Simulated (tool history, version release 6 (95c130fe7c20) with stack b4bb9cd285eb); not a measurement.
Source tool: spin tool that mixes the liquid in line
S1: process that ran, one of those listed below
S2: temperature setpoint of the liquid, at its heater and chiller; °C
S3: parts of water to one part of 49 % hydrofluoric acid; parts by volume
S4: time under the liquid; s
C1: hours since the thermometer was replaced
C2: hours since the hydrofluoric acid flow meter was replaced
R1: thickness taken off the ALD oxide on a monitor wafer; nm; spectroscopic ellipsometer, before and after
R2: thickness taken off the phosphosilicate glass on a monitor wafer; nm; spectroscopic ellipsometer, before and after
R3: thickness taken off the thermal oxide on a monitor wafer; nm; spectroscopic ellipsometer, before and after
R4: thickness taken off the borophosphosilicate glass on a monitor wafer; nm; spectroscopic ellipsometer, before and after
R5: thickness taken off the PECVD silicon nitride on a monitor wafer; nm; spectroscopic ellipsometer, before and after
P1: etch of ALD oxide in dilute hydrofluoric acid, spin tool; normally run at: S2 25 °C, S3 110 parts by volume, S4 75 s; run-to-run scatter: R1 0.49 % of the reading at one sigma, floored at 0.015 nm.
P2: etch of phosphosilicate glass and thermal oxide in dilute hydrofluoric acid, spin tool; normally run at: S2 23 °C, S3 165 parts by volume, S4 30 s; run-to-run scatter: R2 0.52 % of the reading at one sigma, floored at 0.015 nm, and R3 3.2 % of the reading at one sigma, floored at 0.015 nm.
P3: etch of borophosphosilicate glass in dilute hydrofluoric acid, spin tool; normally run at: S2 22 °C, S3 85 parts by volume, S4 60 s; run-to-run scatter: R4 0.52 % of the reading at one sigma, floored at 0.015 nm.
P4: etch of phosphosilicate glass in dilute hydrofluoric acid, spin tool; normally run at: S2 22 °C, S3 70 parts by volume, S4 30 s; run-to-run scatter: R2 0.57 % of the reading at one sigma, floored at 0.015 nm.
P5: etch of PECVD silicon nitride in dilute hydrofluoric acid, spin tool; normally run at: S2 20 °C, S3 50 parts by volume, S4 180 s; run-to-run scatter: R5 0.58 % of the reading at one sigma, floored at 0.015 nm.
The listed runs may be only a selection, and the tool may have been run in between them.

| run | hour | S1 | S2 | S3 | S4 | C1 | C2 | R1 | R2 | R3 | R4 | R5 |
|---|---|---|---|---|---|---|---|---|---|---|---|---|
| 1 | 8 | P1 | 25 | 110 | 75 | 556.4 | 497.4 | 11.41 |  |  |  |  |
| 2 | 14.3 | P2 | 28.5 | 165 | 30 | 562.7 | 503.7 |  | 16.256 | 0.93797 |  |  |
| 3 | 19.5 | P1 | 25 | 110 | 75 | 567.9 | 508.9 | 11.382 |  |  |  |  |
| 4 | 29.2 | P2 | 23 | 165 | 30 | 577.6 | 518.6 |  | 13.394 | 0.75096 |  |  |
| 5 | 36.2 | P1 | 21 | 165 | 75 | 584.6 | 525.6 | 6.1387 |  |  |  |  |
| 6 | 45.7 | P1 | 25 | 110 | 75 | 594.1 | 535.1 | 11.295 |  |  |  |  |
| 7 | 52 | P3 | 22 | 125 | 60 | 600.4 | 541.4 |  |  |  | 26.424 |  |
| 8 | 62.9 | P1 | 30 | 110 | 115 | 611.3 | 552.3 | 21.113 |  |  |  |  |
| 9 | 74 | P4 | 27.5 | 70 | 30 | 622.4 | 563.4 |  | 57.025 |  |  |  |
| 10 | 81.2 | P5 | 20 | 50 | 300 | 629.6 | 570.6 |  |  |  |  | 7.5662 |
| 11 | 91.7 | P4 | 22 | 70 | 30 | 640.1 | 581.1 |  | 45.386 |  |  |  |
| 12 | 100.6 | P5 | 20 | 50 | 180 | 649 | 590 |  |  |  |  | 4.4897 |
| 13 | 107.1 | P4 | 22 | 70 | 50 | 655.5 | 596.5 |  | 76.023 |  |  |  |
| 14 | 113 | P4 | 22 | 40 | 30 | 661.4 | 602.4 |  | 82.977 |  |  |  |
| 15 | 123.1 | P1 | 30.5 | 50 | 75 | 671.5 | 612.5 | 33.605 |  |  |  |  |
| 16 | 131.4 | P5 | 20 | 85 | 180 | 679.8 | 620.8 |  |  |  |  | 2.6839 |
| 17 | 142.9 | P1 | 25 | 110 | 75 | 691.3 | 632.3 | 11.37 |  |  |  |  |
| 18 | 148.6 | P2 | 23 | 105 | 30 | 697 | 638 |  | 22.275 | 1.2409 |  |  |
| 19 | 157.1 | P5 | 17 | 50 | 180 | 705.5 | 646.5 |  |  |  |  | 3.6856 |
| 20 | 166 | P3 | 22 | 85 | 100 | 714.4 | 655.4 |  |  |  | 67.784 |  |
| 21 | 173.8 | P2 | 23 | 165 | 15 | 722.2 | 663.2 |  | 6.6675 | 0.41216 |  |  |
| 22 | 182.7 | P3 | 22 | 85 | 60 | 731.1 | 672.1 |  |  |  | 40.791 |  |
| 23 | 188.4 | P1 | 25 | 110 | 120 | 736.8 | 677.8 | 18.248 |  |  |  |  |
| 24 | 194.5 | P4 | 22 | 70 | 30 | 742.9 | 683.9 |  | 45.503 |  |  |  |
| 25 | 202.3 | P1 | 25 | 110 | 15 | 750.7 | 691.7 | 2.2804 |  |  |  |  |
| 26 | 212.6 | P1 | 25 | 60 | 75 | 761 | 702 | 22.245 |  |  |  |  |
| 27 | 218.5 | P3 | 17 | 85 | 60 | 766.9 | 707.9 |  |  |  | 33.26 |  |
| 28 | 228.9 | P1 | 17 | 110 | 75 | 777.3 | 718.3 | 8.2385 |  |  |  |  |
| 29 | 235.3 | P1 | 31.5 | 110 | 75 | 783.7 | 724.7 | 14.547 |  |  |  |  |
| 30 | 244.6 | P1 | 25 | 110 | 75 | 793 | 734 | 11.375 |  |  |  |  |
| 31 | 254.6 | P1 | 25 | 155 | 75 | 803 | 744 | 7.6033 |  |  |  |  |
| 32 | 260.7 | P2 | 23 | 165 | 30 | 809.1 | 750.1 |  | 13.212 | 0.75259 |  |  |
| 33 | 271.5 | P3 | 22 | 85 | 60 | 819.9 | 760.9 |  |  |  | 41.294 |  |
| 34 | 280 | P1 | 25 | 110 | 75 | 828.4 | 769.4 | 11.407 |  |  |  |  |
| 35 | 289.6 | P1 | 25 | 110 | 75 | 838 | 779 | 11.02 |  |  |  |  |
| 36 | 300.7 | P1 | 25 | 110 | 75 | 849.1 | 790.1 | 10.768 |  |  |  |  |
| 37 | 307.5 | P1 | 25 | 110 | 75 | 855.9 | 796.9 | 10.796 |  |  |  |  |
| 38 | 319.1 | P1 | 25 | 110 | 75 | 867.5 | 808.5 | 10.678 |  |  |  |  |
| 39 | 329.8 | P1 | 25 | 110 | 75 | 878.2 | 819.2 | 10.671 |  |  |  |  |
| 40 | 334.9 | P1 | 25 | 110 | 75 | 883.3 | 824.3 | 10.71 |  |  |  |  |

The output of P1 has drifted from where it used to be. Each of the 2 causes below, taken at the size shown beside it, accounts for the log equally well:
A: liquid colder than its thermometer reads (K) = 1.59
B: hydrofluoric acid flow below the setpoint (%) = 5.32
Creep in the process output first set in at about hour 280.

Consider the 4 single-wafer check runs listed below, results given as question marks: which one distinguishes between the causes by giving clearly different results for each?
| check 1 | 340 | P4 | 22 | 70 | 30 |  |  |  | ? |  |  |  |
| check 2 | 340 | P2 | 23 | 165 | 30 |  |  |  | ? | ? |  |  |
| check 3 | 340 | P3 | 22 | 85 | 60 |  |  |  |  |  | ? |  |
| check 4 | 340 | P5 | 20 | 50 | 180 |  |  |  |  |  |  | ? |

If the cause were each of the candidates in turn, the checks would give the following:
| check | result | if A | if B |
|---|---|---|---|
| check 1 | R2 | 42.74 | 43.02 |
| check 2 | R2 | 12.513 | 12.47 |
| check 2 | R3 | 0.74318 | 0.74061 |
| check 3 | R4 | 38.333 | 38.519 |
| check 4 | R5 | 4.0464 | 4.2878 |
Gap, in per cent, between the two causes that each check separates least, read from the result that separates them most: check 1 0.65 %; check 2 0.35 %; check 3 0.48 %; check 4 5.79 %
Only check 4 tells the causes apart: in the others they would give nearly the same result.

Here is what check 4 returned: R5 4.0504 nm. Which cause is it?

The correct cause is A, namely: liquid colder than its thermometer reads (K).
